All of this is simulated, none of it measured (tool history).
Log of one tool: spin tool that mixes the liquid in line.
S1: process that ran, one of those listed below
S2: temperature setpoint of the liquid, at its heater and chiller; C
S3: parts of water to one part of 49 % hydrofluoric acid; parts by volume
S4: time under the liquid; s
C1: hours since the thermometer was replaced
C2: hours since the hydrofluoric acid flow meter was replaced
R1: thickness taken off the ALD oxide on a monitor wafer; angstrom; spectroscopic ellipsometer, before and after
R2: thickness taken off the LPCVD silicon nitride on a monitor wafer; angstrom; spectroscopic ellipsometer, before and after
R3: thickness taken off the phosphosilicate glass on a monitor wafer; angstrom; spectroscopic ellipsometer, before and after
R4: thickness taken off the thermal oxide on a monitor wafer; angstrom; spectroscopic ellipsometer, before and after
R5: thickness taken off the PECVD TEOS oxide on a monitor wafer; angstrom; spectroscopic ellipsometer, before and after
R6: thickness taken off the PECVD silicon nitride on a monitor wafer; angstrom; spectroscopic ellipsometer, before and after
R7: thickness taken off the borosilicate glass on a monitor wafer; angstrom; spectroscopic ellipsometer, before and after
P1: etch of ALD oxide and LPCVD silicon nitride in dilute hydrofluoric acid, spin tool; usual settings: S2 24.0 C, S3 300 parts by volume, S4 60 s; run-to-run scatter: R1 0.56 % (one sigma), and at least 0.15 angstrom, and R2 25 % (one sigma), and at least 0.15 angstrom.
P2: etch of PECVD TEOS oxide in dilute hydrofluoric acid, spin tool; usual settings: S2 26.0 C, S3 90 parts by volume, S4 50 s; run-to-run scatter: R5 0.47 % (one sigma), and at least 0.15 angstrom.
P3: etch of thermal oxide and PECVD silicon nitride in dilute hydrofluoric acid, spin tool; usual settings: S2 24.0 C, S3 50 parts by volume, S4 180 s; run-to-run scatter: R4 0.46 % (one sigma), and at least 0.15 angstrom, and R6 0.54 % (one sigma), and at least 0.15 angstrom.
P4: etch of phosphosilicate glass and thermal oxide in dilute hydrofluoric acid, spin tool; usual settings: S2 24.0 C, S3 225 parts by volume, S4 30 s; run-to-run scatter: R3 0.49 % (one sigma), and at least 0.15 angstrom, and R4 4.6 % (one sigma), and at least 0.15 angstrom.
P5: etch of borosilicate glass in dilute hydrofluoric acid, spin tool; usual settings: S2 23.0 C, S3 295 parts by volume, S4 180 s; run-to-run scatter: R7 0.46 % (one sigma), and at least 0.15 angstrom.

run,hour,S1,S2,S3,S4,C1,C2,R1,R2,R3,R4,R5,R6,R7
1,9.6,P1,24.0,300,60,890.8,653.1,51.529,1.29850,,,,,
2,27.0,P4,24.0,105,30,908.2,670.5,,,554.89,12.8650,,,
3,35.3,P1,29.0,300,60,916.5,678.8,60.554,1.48980,,,,,
4,45.0,P4,24.0,225,60,926.2,688.5,,,447.85,10.4910,,,
5,59.6,P2,26.0,90,50,940.8,703.1,,,,,51.723,,
6,77.6,P1,24.0,300,60,958.8,721.1,51.489,1.07580,,,,,
7,93.3,P4,24.0,225,30,974.5,736.8,,,223.54,5.4459,,,
8,102.1,P1,24.0,110,105,983.3,745.6,303.860,6.70040,,,,,
9,111.5,P3,24.0,50,180,992.7,755.0,,,,177.7700,,176.850,
10,119.8,P3,24.0,50,25,1001.0,763.3,,,,24.6950,,24.072,
11,135.4,P1,24.0,110,60,1016.6,778.9,174.350,1.28600,,,,,
12,145.1,P1,24.0,300,60,1026.3,788.6,52.053,0.66286,,,,,
13,161.9,P1,24.0,300,15,1043.1,805.4,12.867,0.21475,,,,,
14,177.2,P1,28.0,300,100,1058.4,820.7,98.632,1.50710,,,,,
15,187.9,P5,30.0,295,180,1069.1,831.4,,,,,,,198.55
16,202.5,P5,23.0,295,180,1083.7,846.0,,,,,,,157.49
17,215.0,P4,20.5,225,30,1096.2,858.5,,,198.73,4.6289,,,
18,225.7,P3,24.0,90,180,1106.9,869.2,,,,93.3600,,99.070,
19,239.4,P1,24.0,300,60,1120.6,882.9,51.752,1.32090,,,,,
20,253.5,P1,24.0,480,60,1134.7,897.0,27.536,0.59038,,,,,
21,267.3,P1,17.5,300,60,1148.5,910.8,40.721,0.54201,,,,,

The next listed run, before its measurement:
22,279.7,P2,26.0,140,50,1160.9,923.2,,,,,?,,

Run 22 gave R5 31.302 angstrom.

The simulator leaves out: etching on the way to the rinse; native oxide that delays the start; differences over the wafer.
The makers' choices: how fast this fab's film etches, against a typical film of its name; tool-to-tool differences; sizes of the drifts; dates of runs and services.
